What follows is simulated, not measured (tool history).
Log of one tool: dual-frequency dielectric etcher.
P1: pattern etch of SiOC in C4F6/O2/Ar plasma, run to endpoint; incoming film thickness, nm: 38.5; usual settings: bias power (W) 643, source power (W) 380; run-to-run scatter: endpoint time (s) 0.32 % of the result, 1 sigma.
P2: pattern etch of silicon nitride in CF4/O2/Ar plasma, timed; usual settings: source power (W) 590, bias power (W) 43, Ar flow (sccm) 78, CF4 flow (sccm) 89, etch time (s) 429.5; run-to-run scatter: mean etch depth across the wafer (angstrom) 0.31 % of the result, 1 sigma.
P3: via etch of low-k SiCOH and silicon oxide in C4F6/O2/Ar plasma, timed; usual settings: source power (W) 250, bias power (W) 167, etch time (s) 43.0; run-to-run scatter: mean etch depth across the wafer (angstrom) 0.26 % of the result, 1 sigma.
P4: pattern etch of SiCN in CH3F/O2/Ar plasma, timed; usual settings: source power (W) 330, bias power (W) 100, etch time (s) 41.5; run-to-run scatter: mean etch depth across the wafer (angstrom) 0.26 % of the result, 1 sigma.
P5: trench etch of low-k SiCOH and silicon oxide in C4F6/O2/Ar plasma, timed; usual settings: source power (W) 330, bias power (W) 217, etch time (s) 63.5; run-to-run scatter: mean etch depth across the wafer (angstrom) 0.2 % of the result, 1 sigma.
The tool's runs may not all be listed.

run,hour,process that ran,bias power (W),source power (W),etch time (s),Ar flow (sccm),CF4 flow (sccm),hours since the last wet clean,hours since the last bias power generator calibration,hours since the last source power generator calibration,endpoint time (s),mean etch depth across the wafer (angstrom)
1,7.8,P1,643,380,,,,369.9,1563.7,834.5,11.7780,
2,12.2,P3,219,250,43.0,,,374.3,1568.1,838.9,,905.560
3,17.3,P4,100,330,41.5,,,379.4,1573.2,844.0,,162.840
4,25.5,P3,167,250,58.5,,,387.6,1581.4,852.2,,1129.600
5,33.4,P2,43,590,429.5,78,53,395.5,1589.3,860.1,,8427.100
6,41.7,P2,43,750,429.5,78,89,403.8,1597.6,868.4,,11132.000
7,48.3,P2,43,590,429.5,50,89,410.4,1604.2,875.0,,9456.700
8,55.6,P3,167,160,43.0,,,417.7,1611.5,882.3,,697.080
9,63.3,P1,643,380,,,,425.4,1619.2,890.0,11.8220,
10,69.0,P1,439,380,,,,431.1,1624.9,895.7,13.6020,
11,77.0,P1,643,380,,,,439.1,1632.9,903.7,11.7570,
12,81.0,P5,217,330,63.5,,,443.1,1636.9,907.7,,2077.000
13,86.0,P1,643,380,,,,448.1,1641.9,912.7,11.7610,
14,92.0,P1,807,380,,,,454.1,1647.9,918.7,10.8180,
15,95.9,P1,815,480,,,,458.0,1651.8,922.6,9.8982,
16,101.7,P2,43,590,280.0,78,89,463.8,1657.6,928.4,,5864.400
17,107.7,P4,100,330,23.0,,,469.8,1663.6,934.4,,90.233
18,111.6,P3,167,250,43.0,,,473.7,1667.5,938.3,,831.200
19,118.1,P5,217,220,63.5,,,480.2,1674.0,944.8,,1781.900
20,122.9,P1,643,380,,,,485.0,1678.8,949.6,11.8080,
21,129.5,P5,139,330,63.5,,,491.6,1685.4,956.2,,1799.900
22,133.4,P2,57,590,429.5,78,89,495.5,1689.3,960.1,,10045.000
23,141.7,P2,43,590,429.5,78,89,503.8,1697.6,968.4,,9042.000

The next listed run, before its measurement:
24,149.0,P1,643,510,,,,511.1,1704.9,975.7,?,

endpoint time (s): 10.6320

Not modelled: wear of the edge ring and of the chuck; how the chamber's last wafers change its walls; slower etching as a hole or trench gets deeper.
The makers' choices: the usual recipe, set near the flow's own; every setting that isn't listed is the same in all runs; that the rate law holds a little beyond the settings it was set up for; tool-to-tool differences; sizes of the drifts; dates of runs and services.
